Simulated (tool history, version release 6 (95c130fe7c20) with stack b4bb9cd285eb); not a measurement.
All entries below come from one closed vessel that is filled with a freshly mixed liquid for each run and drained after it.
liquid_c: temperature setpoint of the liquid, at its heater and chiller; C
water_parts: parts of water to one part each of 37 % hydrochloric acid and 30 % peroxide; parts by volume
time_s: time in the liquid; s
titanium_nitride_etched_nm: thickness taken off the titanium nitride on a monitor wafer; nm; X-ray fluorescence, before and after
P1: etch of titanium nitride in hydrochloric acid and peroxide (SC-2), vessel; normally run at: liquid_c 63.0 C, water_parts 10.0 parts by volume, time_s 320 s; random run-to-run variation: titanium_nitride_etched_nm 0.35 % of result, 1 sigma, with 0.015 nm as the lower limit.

run	hour	liquid_c	water_parts	time_s	hours since the thermometer was replaced	hours since the chemicals flow meter was replaced	hours since the drum of peroxide was connected	titanium_nitride_etched_nm
1	10.2	63.0	10.0	320	1700.1	642.5	247.8	20.3220
2	21.1	63.0	16.5	320	1711.0	653.4	258.7	13.2330
3	34.5	53.5	5.0	320	1724.4	666.8	272.1	19.0820
4	49.8	46.5	10.0	320	1739.7	682.1	287.4	6.9833
5	58.3	63.0	10.0	320	1748.2	690.6	295.9	20.3330
6	72.3	72.0	10.0	320	1762.2	704.6	309.9	34.7770
7	90.2	50.0	10.0	105	1780.1	722.5	327.8	2.8889
8	105.0	50.5	10.0	500	1794.9	737.3	342.6	14.3350
9	121.7	63.0	10.0	640	1811.6	754.0	359.3	40.4380
10	140.2	63.0	4.0	320	1830.1	772.5	377.8	40.6660
11	157.7	63.0	10.0	320	1847.6	790.0	395.3	20.2340
12	175.7	63.0	10.0	35	1865.6	808.0	413.3	2.2210

Run 13 is up next; what results do you expect?
13	187.2	63.0	10.0	320	1877.1	819.5	424.8	?

Run 13 came out at titanium_nitride_etched_nm 20.4100 nm.
